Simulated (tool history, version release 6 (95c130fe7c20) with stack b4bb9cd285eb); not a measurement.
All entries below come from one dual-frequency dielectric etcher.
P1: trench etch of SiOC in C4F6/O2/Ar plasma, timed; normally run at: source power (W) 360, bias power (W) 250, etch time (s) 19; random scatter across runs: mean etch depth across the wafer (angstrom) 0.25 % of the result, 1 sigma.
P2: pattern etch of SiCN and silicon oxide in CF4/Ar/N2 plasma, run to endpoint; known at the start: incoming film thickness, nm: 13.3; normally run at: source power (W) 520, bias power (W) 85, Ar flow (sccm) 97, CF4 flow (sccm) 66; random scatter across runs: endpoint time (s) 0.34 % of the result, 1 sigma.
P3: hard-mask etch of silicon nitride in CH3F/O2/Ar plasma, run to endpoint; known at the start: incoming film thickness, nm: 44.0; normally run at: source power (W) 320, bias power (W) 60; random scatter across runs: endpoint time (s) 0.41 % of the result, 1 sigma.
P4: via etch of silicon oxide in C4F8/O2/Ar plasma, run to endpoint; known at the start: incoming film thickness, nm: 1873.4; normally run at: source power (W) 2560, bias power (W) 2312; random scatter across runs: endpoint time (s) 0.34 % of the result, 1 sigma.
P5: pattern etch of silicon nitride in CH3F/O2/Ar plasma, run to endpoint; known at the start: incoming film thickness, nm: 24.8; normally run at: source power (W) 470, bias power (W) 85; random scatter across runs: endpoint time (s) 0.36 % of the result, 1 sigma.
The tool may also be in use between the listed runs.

| run | day | process that ran | source power (W) | bias power (W) | etch time (s) | Ar flow (sccm) | CF4 flow (sccm) | hours since the last wet clean | hours since the last source power generator calibration | hours since the last bias power generator calibration | mean etch depth across the wafer (angstrom) | endpoint time (s) |
|---|---|---|---|---|---|---|---|---|---|---|---|---|
| 1 | 0.229 | P1 | 360 | 250 | 19 |  |  | 282.4 | 3065 | 2804.8 | 405.85 |  |
| 2 | 0.471 | P5 | 470 | 119 |  |  |  | 288.2 | 3070.8 | 2810.6 |  | 28.916 |
| 3 | 0.788 | P1 | 360 | 298 | 19 |  |  | 295.8 | 3078.4 | 2818.2 | 434.05 |  |
| 4 | 1.2 | P5 | 470 | 85 |  |  |  | 305.7 | 3088.3 | 2828.1 |  | 32.709 |
| 5 | 1.625 | P1 | 360 | 250 | 26.5 |  |  | 315.9 | 3098.5 | 2838.3 | 567.03 |  |
| 6 | 2.104 | P1 | 490 | 250 | 19 |  |  | 327.4 | 3110 | 2849.8 | 458.54 |  |
| 7 | 2.458 | P4 | 2560 | 2312 |  |  |  | 335.9 | 3118.5 | 2858.3 |  | 325.15 |
| 8 | 2.8 | P1 | 360 | 250 | 19 |  |  | 344.1 | 3126.7 | 2866.5 | 406.43 |  |
| 9 | 3.171 | P5 | 620 | 85 |  |  |  | 353 | 3135.6 | 2875.4 |  | 29.415 |
| 10 | 3.504 | P1 | 360 | 161 | 13 |  |  | 361 | 3143.6 | 2883.4 | 242.2 |  |
| 11 | 3.742 | P2 | 520 | 62 |  | 97 | 66 | 366.7 | 3149.3 | 2889.1 |  | 14.82 |
| 12 | 4.129 | P1 | 360 | 165 | 19 |  |  | 376 | 3158.6 | 2898.4 | 354.75 |  |
| 13 | 4.529 | P1 | 360 | 250 | 13.5 |  |  | 385.6 | 3168.2 | 2908 | 289.99 |  |
| 14 | 4.958 | P1 | 360 | 291 | 11.5 |  |  | 395.9 | 3178.5 | 2918.3 | 259.46 |  |
| 15 | 5.396 | P4 | 2560 | 3117 |  |  |  | 406.4 | 3189 | 2928.8 |  | 296.16 |
| 16 | 5.671 | P1 | 360 | 250 | 19 |  |  | 413 | 3195.6 | 2935.4 | 407.17 |  |
| 17 | 5.929 | P2 | 720 | 85 |  | 97 | 66 | 419.2 | 3201.8 | 2941.6 |  | 10.03 |
| 18 | 6.15 | P2 | 520 | 85 |  | 97 | 89 | 424.5 | 3207.1 | 2946.9 |  | 12.768 |
| 19 | 6.383 | P1 | 360 | 250 | 19 |  |  | 430.1 | 3212.7 | 2952.5 | 406.06 |  |
| 20 | 6.783 | P2 | 520 | 85 |  | 63 | 66 | 439.7 | 3222.3 | 2962.1 |  | 12.515 |
| 21 | 7.038 | P3 | 320 | 60 |  |  |  | 445.8 | 3228.4 | 2968.2 |  | 71.565 |
| 22 | 7.396 | P3 | 320 | 82 |  |  |  | 454.4 | 3237 | 2976.8 |  | 63.804 |
| 23 | 7.846 | P3 | 200 | 60 |  |  |  | 465.2 | 3247.8 | 2987.6 |  | 85.236 |
| 24 | 8.075 | P4 | 2560 | 2312 |  |  |  | 470.7 | 3253.3 | 2993.1 |  | 324.16 |
| 25 | 8.562 | P2 | 520 | 85 |  | 97 | 66 | 482.4 | 3265 | 3004.8 |  | 13.338 |
| 26 | 8.925 | P4 | 3210 | 2312 |  |  |  | 491.1 | 3273.7 | 3013.5 |  | 295.27 |
| 27 | 9.167 | P1 | 360 | 250 | 19 |  |  | 496.9 | 3279.5 | 3019.3 | 408.17 |  |
|  | 9.192 | bias power generator calibrated |
| 28 | 9.512 | P1 | 270 | 250 | 19 |  |  | 505.2 | 3287.8 | 7.8 | 364.7 |  |
| 29 | 9.762 | P5 | 470 | 85 |  |  |  | 511.2 | 3293.8 | 13.8 |  | 32.712 |
| 30 | 10.258 | P1 | 360 | 250 | 19 |  |  | 523.1 | 3305.7 | 25.7 | 406.99 |  |
| 31 | 10.671 | P1 | 360 | 250 | 19 |  |  | 533 | 3315.6 | 35.6 | 407.02 |  |
| 32 | 11.104 | P1 | 360 | 250 | 19 |  |  | 543.4 | 3326 | 46 | 410.38 |  |
| 33 | 11.488 | P1 | 360 | 250 | 19 |  |  | 552.6 | 3335.2 | 55.2 | 411.76 |  |
| 34 | 11.912 | P1 | 360 | 250 | 19 |  |  | 562.8 | 3345.4 | 65.4 | 411.94 |  |
| 35 | 12.379 | P1 | 360 | 250 | 19 |  |  | 574 | 3356.6 | 76.6 | 412.74 |  |
| 36 | 12.842 | P1 | 360 | 250 | 19 |  |  | 585.1 | 3367.7 | 87.7 | 412.68 |  |
|  | 12.979 | wet clean of the chamber |
| 37 | 13.333 | P1 | 360 | 250 | 19 |  |  | 8.6 | 3379.5 | 99.5 | 413.38 |  |
| 38 | 13.721 | P1 | 360 | 250 | 19 |  |  | 17.9 | 3388.8 | 108.8 | 414.19 |  |
| 39 | 14.042 | P1 | 360 | 250 | 19 |  |  | 25.6 | 3396.5 | 116.5 | 411.91 |  |

What P1 gives has crept away from where it was. These 2 causes fit the log equally well, each at the size given:
A: bias power that arrives over what is set, % = 4.53
B: source power that arrives over what is set, % = 4.05
Onset of the creep was near day 10.671.
All other causes, with the reason each is excluded:
chamber walls in a state that raises the etch rate, %: work on it at day 12.979, done after the drift set in, did not restore what the process gave before

Which of the check runs below tells the causes apart, meaning the causes would give it clearly different results? Each run uses 2 wafers whose results are averaged, and each result is shown as a question mark.
| check 1 | 14.362 | P5 | 470 | 118 |  |  |  |  |  |  |  | ? |
| check 2 | 14.362 | P4 | 2930 | 3011 |  |  |  |  |  |  |  | ? |
| check 3 | 14.362 | P2 | 690 | 85 |  | 74 | 66 |  |  |  |  | ? |
| check 4 | 14.362 | P3 | 230 | 79 |  |  |  |  |  |  |  | ? |

Predicted outcomes, by check and by cause:
| check | result | if A | if B |
|---|---|---|---|
| check 1 | endpoint time (s) | 28.535 | 28.59 |
| check 2 | endpoint time (s) | 280.33 | 279.73 |
| check 3 | endpoint time (s) | 9.859 | 9.6577 |
| check 4 | endpoint time (s) | 72.011 | 72.11 |
Gap, in per cent, between the two causes that each check separates least, read from the result that separates them most: check 1 0.19 %; check 2 0.21 %; check 3 2.06 %; check 4 0.14 %
Of the check runs offered, only check 3 discriminates between the causes; the rest would read about the same regardless of which cause applies.

After running check 3, the following was obtained: endpoint time (s) 9.6947. Which cause does this point to?

The correct cause is B, namely: source power that arrives over what is set, %.

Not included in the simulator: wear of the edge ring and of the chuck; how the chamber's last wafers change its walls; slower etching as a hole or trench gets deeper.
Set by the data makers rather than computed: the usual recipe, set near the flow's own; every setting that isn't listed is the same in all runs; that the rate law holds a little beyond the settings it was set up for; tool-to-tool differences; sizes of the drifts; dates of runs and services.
